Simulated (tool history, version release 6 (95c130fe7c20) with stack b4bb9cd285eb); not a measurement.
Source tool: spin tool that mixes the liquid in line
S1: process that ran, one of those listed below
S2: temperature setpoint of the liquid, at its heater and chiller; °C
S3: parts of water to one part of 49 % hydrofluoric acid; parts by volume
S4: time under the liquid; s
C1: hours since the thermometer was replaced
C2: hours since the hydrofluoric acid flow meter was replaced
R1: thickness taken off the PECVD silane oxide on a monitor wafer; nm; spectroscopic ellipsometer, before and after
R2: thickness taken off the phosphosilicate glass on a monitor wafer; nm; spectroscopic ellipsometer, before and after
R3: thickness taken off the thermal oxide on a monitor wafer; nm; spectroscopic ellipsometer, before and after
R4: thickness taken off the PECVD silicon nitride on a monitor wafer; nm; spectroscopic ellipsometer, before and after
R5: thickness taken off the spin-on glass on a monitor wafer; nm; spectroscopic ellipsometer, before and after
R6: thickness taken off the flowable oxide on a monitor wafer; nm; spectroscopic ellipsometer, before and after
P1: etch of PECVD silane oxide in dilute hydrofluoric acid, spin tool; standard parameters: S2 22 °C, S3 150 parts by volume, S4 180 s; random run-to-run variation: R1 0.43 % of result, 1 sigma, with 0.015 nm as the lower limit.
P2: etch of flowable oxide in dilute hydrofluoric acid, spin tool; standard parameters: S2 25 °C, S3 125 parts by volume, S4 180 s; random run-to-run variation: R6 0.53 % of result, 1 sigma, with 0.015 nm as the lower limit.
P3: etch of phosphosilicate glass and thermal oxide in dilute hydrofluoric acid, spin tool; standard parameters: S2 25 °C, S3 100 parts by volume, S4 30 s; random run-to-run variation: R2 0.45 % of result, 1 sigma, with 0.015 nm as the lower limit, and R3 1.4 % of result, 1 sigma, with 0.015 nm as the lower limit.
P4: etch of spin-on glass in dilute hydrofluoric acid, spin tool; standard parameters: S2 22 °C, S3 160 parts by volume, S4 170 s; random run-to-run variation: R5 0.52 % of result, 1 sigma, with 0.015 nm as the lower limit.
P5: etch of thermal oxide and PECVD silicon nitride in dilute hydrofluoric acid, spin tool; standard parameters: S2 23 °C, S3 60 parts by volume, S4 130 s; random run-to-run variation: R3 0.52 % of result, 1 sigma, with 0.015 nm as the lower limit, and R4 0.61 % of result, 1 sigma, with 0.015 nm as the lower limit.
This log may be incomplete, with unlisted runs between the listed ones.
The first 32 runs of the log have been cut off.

run,hour,S1,S2,S3,S4,C1,C2,R1,R2,R3,R4,R5,R6
33,376.3,P1,22,150,180,1830.7,1002.7,15.895,,,,,
34,391,P1,22,150,180,1845.4,1017.4,15.98,,,,,
35,400,P1,22,150,180,1854.4,1026.4,16.003,,,,,
36,407.3,P1,22,150,180,1861.7,1033.7,16.336,,,,,
37,416.1,P1,22,150,180,1870.5,1042.5,16.413,,,,,
38,431.1,P1,22,150,180,1885.5,1057.5,16.237,,,,,
39,444.4,P1,22,150,180,1898.8,1070.8,16.269,,,,,
40,458.6,P1,22,150,180,1913,1085,16.366,,,,,

Estimate the outcome of run 41 from the log above:
41,466.1,P1,22,150,180,1920.5,1092.5,?,,,,,

Run 41 yielded R1 16.494 nm.

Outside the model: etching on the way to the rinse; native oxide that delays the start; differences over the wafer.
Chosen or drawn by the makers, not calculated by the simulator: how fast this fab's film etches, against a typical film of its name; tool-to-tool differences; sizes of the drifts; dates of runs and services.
